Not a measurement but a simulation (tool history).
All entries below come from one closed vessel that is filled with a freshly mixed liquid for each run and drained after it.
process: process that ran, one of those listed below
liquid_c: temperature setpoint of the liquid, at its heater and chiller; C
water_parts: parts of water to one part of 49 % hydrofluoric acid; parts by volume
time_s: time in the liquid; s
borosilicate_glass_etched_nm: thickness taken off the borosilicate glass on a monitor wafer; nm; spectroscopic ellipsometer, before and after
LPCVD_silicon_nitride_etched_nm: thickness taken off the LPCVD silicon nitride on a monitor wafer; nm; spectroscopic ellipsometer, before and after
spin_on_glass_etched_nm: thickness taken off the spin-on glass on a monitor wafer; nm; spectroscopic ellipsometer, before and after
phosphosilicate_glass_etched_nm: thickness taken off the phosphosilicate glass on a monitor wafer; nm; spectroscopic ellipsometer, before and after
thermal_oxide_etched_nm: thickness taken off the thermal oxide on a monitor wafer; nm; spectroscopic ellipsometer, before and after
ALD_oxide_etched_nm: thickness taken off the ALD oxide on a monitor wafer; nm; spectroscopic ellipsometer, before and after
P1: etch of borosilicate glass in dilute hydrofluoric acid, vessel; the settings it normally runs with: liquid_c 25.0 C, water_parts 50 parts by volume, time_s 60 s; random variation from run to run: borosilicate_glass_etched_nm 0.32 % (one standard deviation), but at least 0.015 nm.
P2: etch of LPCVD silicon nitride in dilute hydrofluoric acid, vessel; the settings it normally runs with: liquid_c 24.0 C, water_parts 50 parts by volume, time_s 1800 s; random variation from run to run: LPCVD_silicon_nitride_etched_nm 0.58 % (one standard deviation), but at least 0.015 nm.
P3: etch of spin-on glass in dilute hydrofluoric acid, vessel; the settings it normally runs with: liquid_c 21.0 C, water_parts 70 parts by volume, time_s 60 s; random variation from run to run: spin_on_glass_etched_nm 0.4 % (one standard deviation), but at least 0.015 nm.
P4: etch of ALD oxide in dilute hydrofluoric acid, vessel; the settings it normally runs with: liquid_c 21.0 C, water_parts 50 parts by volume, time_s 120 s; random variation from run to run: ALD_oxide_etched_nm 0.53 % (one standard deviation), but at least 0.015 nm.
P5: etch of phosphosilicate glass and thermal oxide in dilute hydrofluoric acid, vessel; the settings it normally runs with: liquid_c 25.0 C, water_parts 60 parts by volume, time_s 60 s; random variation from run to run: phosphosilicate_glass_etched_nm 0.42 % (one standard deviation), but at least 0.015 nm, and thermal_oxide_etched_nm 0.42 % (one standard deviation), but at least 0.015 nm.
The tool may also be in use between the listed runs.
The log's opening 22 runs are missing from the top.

run   hour  process  liquid_c  water_parts  time_s  hours since the thermometer was replaced  hours since the hydrofluoric acid flow meter was replaced  borosilicate_glass_etched_nm  LPCVD_silicon_nitride_etched_nm  spin_on_glass_etched_nm  phosphosilicate_glass_etched_nm  thermal_oxide_etched_nm  ALD_oxide_etched_nm
 23  177.1       P4      21.0           85     120                                    2092.0                                                      139.6                                                                                                                                                                 12.618
 24  186.8       P5      25.0           60      60                                    2101.7                                                      149.3                                                                                                                   227.08                   5.2158
 25  193.4       P4      17.0           50     120                                    2108.3                                                      155.9                                                                                                                                                                 18.893
 26  202.1       P1      25.0           20      60                                    2117.0                                                      164.6                       115.980
 27  210.5       P2      20.0           50    1800                                    2125.4                                                      173.0                                                         12.950
 28  218.9       P1      25.0           50      95                                    2133.8                                                      181.4                        71.038
 29  225.7       P2      24.0           50    2635                                    2140.6                                                      188.2                                                         25.013
 30  235.3       P1      25.0           50      30                                    2150.2                                                      197.8                        22.504
 31  239.9       P1      25.0           50      60                                    2154.8                                                      202.4                        44.772
 32  248.3       P1      25.0           50      60                                    2163.2                                                      210.8                        45.953
 33  256.3       P1      25.0           50      60                                    2171.2                                                      218.8                        46.997
 34  263.1       P1      25.0           50      60                                    2178.0                                                      225.6                        47.482

Run 35 has not been measured yet. What should we expect?
 35  269.8       P1      25.0           50      60                                    2184.7                                                      232.3                             ?

For run 35 the tool returned borosilicate_glass_etched_nm 47.736 nm.
